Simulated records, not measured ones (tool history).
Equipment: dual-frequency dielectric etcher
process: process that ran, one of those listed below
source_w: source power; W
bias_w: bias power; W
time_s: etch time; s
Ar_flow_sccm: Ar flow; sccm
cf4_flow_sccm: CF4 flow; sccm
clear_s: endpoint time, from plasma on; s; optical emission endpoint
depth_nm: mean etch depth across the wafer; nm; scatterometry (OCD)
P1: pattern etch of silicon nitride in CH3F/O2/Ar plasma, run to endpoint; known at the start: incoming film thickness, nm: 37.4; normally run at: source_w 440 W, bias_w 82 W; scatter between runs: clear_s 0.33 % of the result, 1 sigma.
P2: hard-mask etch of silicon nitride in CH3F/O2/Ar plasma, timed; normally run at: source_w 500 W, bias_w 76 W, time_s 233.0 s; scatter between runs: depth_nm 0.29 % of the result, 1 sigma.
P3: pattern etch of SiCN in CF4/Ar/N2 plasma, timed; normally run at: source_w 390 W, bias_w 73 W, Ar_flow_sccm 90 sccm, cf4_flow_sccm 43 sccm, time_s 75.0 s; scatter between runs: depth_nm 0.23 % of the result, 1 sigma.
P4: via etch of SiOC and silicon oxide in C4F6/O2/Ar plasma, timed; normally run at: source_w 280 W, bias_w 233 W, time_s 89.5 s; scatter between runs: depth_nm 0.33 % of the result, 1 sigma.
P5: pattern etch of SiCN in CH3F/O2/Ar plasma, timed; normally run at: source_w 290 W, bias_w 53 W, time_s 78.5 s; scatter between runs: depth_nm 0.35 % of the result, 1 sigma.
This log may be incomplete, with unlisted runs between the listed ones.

run	hour	process	source_w	bias_w	time_s	Ar_flow_sccm	cf4_flow_sccm	clear_s	depth_nm
1	11.4	P1	440	82				52.109	
2	22.4	P5	290	33	78.5				20.368
3	38.1	P3	490	73	75.0	90	43		64.083
4	49.9	P3	390	73	75.0	90	43		52.336
5	58.2	P1	350	82				56.994	
6	68.9	P5	290	53	113.5				34.227
7	76.7	P3	390	73	75.0	66	43		54.865
# hour 89.3: source power generator calibrated
8	89.6	P4	280	233	61.0				66.342
9	103.2	P1	440	82				52.340	
10	117.5	P1	440	82				52.049	
11	125.7	P2	500	76	233.0				177.680
12	138.5	P1	440	82				52.277	
13	147.5	P4	180	233	89.5				82.617
14	160.8	P2	500	92	233.0				190.390
15	173.3	P1	530	82				48.602	
16	180.9	P3	390	93	75.0	90	43		57.428
17	189.0	P1	610	66				49.515	
18	200.9	P1	440	111				46.914	
19	211.2	P4	280	296	89.5				106.060
20	226.0	P2	340	76	233.0				154.250
21	240.9	P4	280	233	89.5				97.985
22	250.7	P1	560	105				43.650	
23	264.5	P2	500	76	345.5				264.220
24	278.6	P3	390	73	75.0	90	55		54.472
25	294.3	P1	440	61				57.723	
26	302.1	P1	440	82				52.183	
27	315.0	P3	390	73	53.0	90	43		36.937
28	328.5	P1	440	82				52.681	
29	336.8	P5	290	53	78.5				23.678
30	345.3	P5	190	53	78.5				20.189
31	360.1	P1	440	82				52.192	
32	369.4	P1	440	82				52.554	
33	378.7	P1	440	82				52.679	
34	390.9	P1	440	82				52.763	
35	399.1	P1	440	82				53.099	
36	409.7	P1	440	82				53.069	
# hour 415.1: wet clean of the chamber
37	418.1	P1	440	82				53.134	
38	431.7	P1	440	82				53.232	
39	446.3	P1	440	82				53.027	

Something has made what P1 gives creep away from where it was; the 2 causes below, each at its own stated size, fit the log equally well:
A: bias power that arrives under what is set, % = 4.68
B: source power that arrives under what is set, % = 4.34
The gradual shift began around hour 360.1.
Each remaining cause and why it is not a fit:
chamber walls in a state that lowers the etch rate, %: serviced at hour 415.1, after the change had begun; the process did not return to its earlier output

The check runs listed below each take one wafer, and their results are still question marks. Under which run would the listed causes lead to clearly different results?
check 1	460.9	P5	290	53	78.5				?
check 2	460.9	P3	390	73	75.0	90	43		?
check 3	460.9	P2	500	76	233.0				?
check 4	460.9	P4	280	233	89.5				?

How each check would come out, cause by cause:
check	result	if A	if B
check 1	depth_nm	23.193	23.175
check 2	depth_nm	51.396	50.339
check 3	depth_nm	175.350	175.250
check 4	depth_nm	96.134	96.107
Distance between the nearest two causes, measured in the result of the check that separates them most: check 1 0.08 %; check 2 2.08 %; check 3 0.06 %; check 4 0.03 %
Check 2 distinguishes between the causes, while the remaining checks would return nearly the same result for all of them.

Here is what check 2 returned: depth_nm 51.514 nm. Which cause is it?

It is A: bias power that arrives under what is set, %.
